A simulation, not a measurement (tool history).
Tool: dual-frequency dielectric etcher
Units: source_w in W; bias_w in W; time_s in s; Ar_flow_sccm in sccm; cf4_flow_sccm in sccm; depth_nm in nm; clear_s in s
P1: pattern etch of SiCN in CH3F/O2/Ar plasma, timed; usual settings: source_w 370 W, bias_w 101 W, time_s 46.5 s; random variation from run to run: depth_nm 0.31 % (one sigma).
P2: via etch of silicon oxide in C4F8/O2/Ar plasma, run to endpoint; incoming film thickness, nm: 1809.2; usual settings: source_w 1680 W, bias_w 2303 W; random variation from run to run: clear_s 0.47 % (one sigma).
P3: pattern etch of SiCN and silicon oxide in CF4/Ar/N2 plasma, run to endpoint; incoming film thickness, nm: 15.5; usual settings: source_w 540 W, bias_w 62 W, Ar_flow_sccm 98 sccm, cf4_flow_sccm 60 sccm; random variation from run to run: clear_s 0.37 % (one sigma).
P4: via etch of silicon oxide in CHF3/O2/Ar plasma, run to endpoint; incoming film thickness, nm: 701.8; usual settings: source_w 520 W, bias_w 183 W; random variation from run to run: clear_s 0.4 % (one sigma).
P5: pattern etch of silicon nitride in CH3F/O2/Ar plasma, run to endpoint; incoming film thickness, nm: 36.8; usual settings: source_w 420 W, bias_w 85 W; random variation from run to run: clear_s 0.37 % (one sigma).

Run 1, hour 3.8: process P1, source_w 370 W, bias_w 101 W, time_s 46.5 s. Result: depth_nm 19.689 nm.
Run 2, hour 10.2: process P3, source_w 540 W, bias_w 62 W, Ar_flow_sccm 98 sccm, cf4_flow_sccm 39 sccm. Result: clear_s 17.996 s.
Run 3, hour 17.1: process P3, source_w 540 W, bias_w 62 W, Ar_flow_sccm 98 sccm, cf4_flow_sccm 60 sccm. Result: clear_s 16.656 s.
Run 4, hour 22.0: process P2, source_w 2300 W, bias_w 2303 W. Result: clear_s 336.690 s.
Run 5, hour 27.3: process P2, source_w 1680 W, bias_w 2876 W. Result: clear_s 355.730 s.
Run 6, hour 34.0: process P1, source_w 370 W, bias_w 101 W, time_s 63.0 s. Result: depth_nm 26.629 nm.
Run 7, hour 39.8: process P1, source_w 370 W, bias_w 101 W, time_s 46.5 s. Result: depth_nm 19.681 nm.
Run 8, hour 44.3: process P1, source_w 370 W, bias_w 134 W, time_s 46.5 s. Result: depth_nm 21.946 nm.
Run 9, hour 47.7: process P3, source_w 420 W, bias_w 62 W, Ar_flow_sccm 98 sccm, cf4_flow_sccm 60 sccm. Result: clear_s 20.966 s.
Run 10, hour 54.2: process P5, source_w 420 W, bias_w 85 W. Result: clear_s 49.139 s.
Run 11, hour 59.4: process P1, source_w 520 W, bias_w 101 W, time_s 46.5 s. Result: depth_nm 22.285 nm.
Run 12, hour 64.3: process P4, source_w 520 W, bias_w 139 W. Result: clear_s 407.850 s.
Run 13, hour 69.4: process P5, source_w 420 W, bias_w 50 W. Result: clear_s 58.439 s.
Run 14, hour 76.6: process P1, source_w 300 W, bias_w 66 W, time_s 46.5 s. Result: depth_nm 15.551 nm.
Run 15, hour 83.5: process P1, source_w 370 W, bias_w 101 W, time_s 30.5 s. Result: depth_nm 12.877 nm.
Run 16, hour 87.9: process P5, source_w 420 W, bias_w 85 W. Result: clear_s 48.836 s.
Run 17, hour 92.3: process P4, source_w 730 W, bias_w 183 W. Result: clear_s 325.940 s.
Run 18, hour 99.2: process P3, source_w 540 W, bias_w 41 W, Ar_flow_sccm 98 sccm, cf4_flow_sccm 60 sccm. Result: clear_s 19.041 s.
Run 19, hour 104.7: process P1, source_w 370 W, bias_w 101 W, time_s 46.5 s. Result: depth_nm 19.674 nm.
Run 20, hour 110.7: process P3, source_w 540 W, bias_w 62 W, Ar_flow_sccm 123 sccm, cf4_flow_sccm 60 sccm. Result: clear_s 17.351 s.
Run 21, hour 114.9: process P1, source_w 220 W, bias_w 101 W, time_s 46.5 s. Result: depth_nm 16.195 nm.
Run 22, hour 120.6: process P1, source_w 370 W, bias_w 101 W, time_s 46.5 s. Result: depth_nm 19.587 nm.
At hour 121.0: wet clean of the chamber.
Run 23, hour 126.2: process P2, source_w 1680 W, bias_w 2303 W. Result: clear_s 383.110 s.
Run 24, hour 133.8: process P4, source_w 520 W, bias_w 183 W. Result: clear_s 372.110 s.
Run 25, hour 139.1: process P3, source_w 540 W, bias_w 62 W, Ar_flow_sccm 98 sccm, cf4_flow_sccm 60 sccm. Result: clear_s 16.626 s.
Run 26, hour 144.6: process P1, source_w 370 W, bias_w 101 W, time_s 46.5 s. Result: depth_nm 19.657 nm.

The next listed run, before its measurement:
Run 27, hour 149.6: process P4, source_w 520 W, bias_w 183 W. Result: clear_s ?.

Run 27 gave clear_s 373.680 s.

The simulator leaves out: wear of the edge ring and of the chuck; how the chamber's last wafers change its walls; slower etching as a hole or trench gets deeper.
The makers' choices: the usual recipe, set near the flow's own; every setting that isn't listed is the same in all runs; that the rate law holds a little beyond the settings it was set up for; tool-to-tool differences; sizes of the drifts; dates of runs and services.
